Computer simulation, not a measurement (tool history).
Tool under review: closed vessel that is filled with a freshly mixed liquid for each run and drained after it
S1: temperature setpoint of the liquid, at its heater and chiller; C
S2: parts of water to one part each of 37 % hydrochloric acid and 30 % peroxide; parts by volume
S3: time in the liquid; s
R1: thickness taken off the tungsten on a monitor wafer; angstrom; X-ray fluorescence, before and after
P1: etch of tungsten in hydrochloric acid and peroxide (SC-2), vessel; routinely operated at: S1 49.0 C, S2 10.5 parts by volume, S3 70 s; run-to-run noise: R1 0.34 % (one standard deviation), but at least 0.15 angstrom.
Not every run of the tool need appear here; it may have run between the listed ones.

run	hour	S1	S2	S3	R1
1	4.7	49.0	10.5	70	120.450
2	9.4	49.0	4.0	70	251.510
3	12.8	35.0	10.5	70	44.974
4	16.4	40.5	10.5	130	125.690
5	20.9	49.0	10.5	135	232.020
# hour 23.0: new drum of peroxide connected
6	23.2	49.0	10.5	30	51.682
7	27.6	62.5	10.5	70	286.960
8	30.5	49.0	5.0	30	92.126
9	33.1	58.5	10.5	95	304.300
10	36.1	49.0	10.5	70	121.020
# hour 38.0: thermometer replaced
11	39.4	49.0	10.5	70	120.040
12	42.0	49.0	10.5	70	120.240
13	47.4	49.0	10.5	70	120.150
14	50.6	49.0	19.0	70	71.384
15	55.0	49.0	10.5	70	120.660
16	57.6	49.0	10.5	70	123.340
17	61.5	49.0	10.5	70	125.760

What does the tool deliver on the next run?
18	66.3	49.0	10.5	70	?

R1: 129.010 angstrom

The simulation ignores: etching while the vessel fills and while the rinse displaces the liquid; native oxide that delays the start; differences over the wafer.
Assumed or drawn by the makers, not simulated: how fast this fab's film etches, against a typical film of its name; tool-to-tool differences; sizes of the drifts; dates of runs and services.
